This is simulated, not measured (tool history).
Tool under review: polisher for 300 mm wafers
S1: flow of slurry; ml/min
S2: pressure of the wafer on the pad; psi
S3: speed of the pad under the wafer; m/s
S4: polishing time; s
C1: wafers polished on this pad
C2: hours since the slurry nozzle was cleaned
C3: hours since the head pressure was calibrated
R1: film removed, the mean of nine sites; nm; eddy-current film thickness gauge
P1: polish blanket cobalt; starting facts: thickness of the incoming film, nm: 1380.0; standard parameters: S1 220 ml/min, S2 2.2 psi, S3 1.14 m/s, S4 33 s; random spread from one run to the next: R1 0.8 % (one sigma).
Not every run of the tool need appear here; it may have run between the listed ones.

run 1 hour=8.3 | S1=220 S2=2.2 S3=1.14 S4=33 | C1=544 C2=110.7 C3=374.3 | R1=171.850
run 2 hour=15.2 | S1=285 S2=2.2 S3=1.14 S4=33 | C1=608 C2=117.6 C3=381.2 | R1=175.650
run 3 hour=20.5 | S1=220 S2=2.2 S3=1.14 S4=33 | C1=658 C2=122.9 C3=386.5 | R1=171.270
run 4 hour=26.6 | S1=130 S2=2.2 S3=1.14 S4=33 | C1=715 C2=129.0 C3=392.6 | R1=156.590
run 5 hour=33.8 | S1=155 S2=1.2 S3=1.14 S4=33 | C1=782 C2=136.2 C3=399.8 | R1=87.717
run 6 hour=41.3 | S1=220 S2=2.2 S3=1.78 S4=33 | C1=852 C2=143.7 C3=407.3 | R1=269.150
run 7 hour=46.3 | S1=220 S2=2.8 S3=1.14 S4=33 | C1=899 C2=148.7 C3=412.3 | R1=217.480
run 8 hour=54.2 | S1=220 S2=2.2 S3=1.14 S4=33 | C1=973 C2=156.6 C3=420.2 | R1=170.140
run 9 hour=61.9 | S1=220 S2=2.2 S3=1.14 S4=51 | C1=1045 C2=164.3 C3=427.9 | R1=267.200
run 10 hour=72.3 | S1=220 S2=1.0 S3=1.14 S4=33 | C1=1142 C2=174.7 C3=438.3 | R1=76.581
run 11 hour=78.6 | S1=220 S2=2.2 S3=1.14 S4=17 | C1=1201 C2=181.0 C3=444.6 | R1=88.613
run 12 hour=83.3 | S1=140 S2=2.2 S3=1.48 S4=33 | C1=1245 C2=185.7 C3=449.3 | R1=207.410
run 13 hour=92.1 | S1=130 S2=2.2 S3=0.54 S4=33 | C1=1327 C2=194.5 C3=458.1 | R1=74.270
run 14 hour=99.6 | S1=220 S2=2.2 S3=0.52 S4=33 | C1=1397 C2=202.0 C3=465.6 | R1=77.801
run 15 hour=105.7 | S1=220 S2=2.2 S3=1.14 S4=33 | C1=1454 C2=208.1 C3=471.7 | R1=169.600
run 16 hour=116.3 | S1=220 S2=2.2 S3=1.14 S4=33 | C1=1553 C2=218.7 C3=482.3 | R1=171.920
run 17 hour=123.9 | S1=220 S2=2.2 S3=1.14 S4=33 | C1=1624 C2=226.3 C3=489.9 | R1=170.370
run 18 hour=129.8 | S1=220 S2=2.2 S3=1.14 S4=33 | C1=1679 C2=232.2 C3=495.8 | R1=168.140
run 19 hour=135.4 | S1=220 S2=2.2 S3=1.14 S4=33 | C1=1732 C2=237.8 C3=501.4 | R1=164.240
run 20 hour=140.8 | S1=220 S2=2.2 S3=1.14 S4=33 | C1=1782 C2=243.2 C3=506.8 | R1=164.620
run 21 hour=146.1 | S1=220 S2=2.2 S3=1.14 S4=33 | C1=1832 C2=248.5 C3=512.1 | R1=164.760

What will run 22 give?
-- hour=153.3 worn pad replaced by a new one
run 22 hour=156.3 | S1=220 S2=2.2 S3=1.14 S4=33 | C1=28 C2=258.7 C3=522.3 | R1=?

{"run 22": {"R1": 165.15}}

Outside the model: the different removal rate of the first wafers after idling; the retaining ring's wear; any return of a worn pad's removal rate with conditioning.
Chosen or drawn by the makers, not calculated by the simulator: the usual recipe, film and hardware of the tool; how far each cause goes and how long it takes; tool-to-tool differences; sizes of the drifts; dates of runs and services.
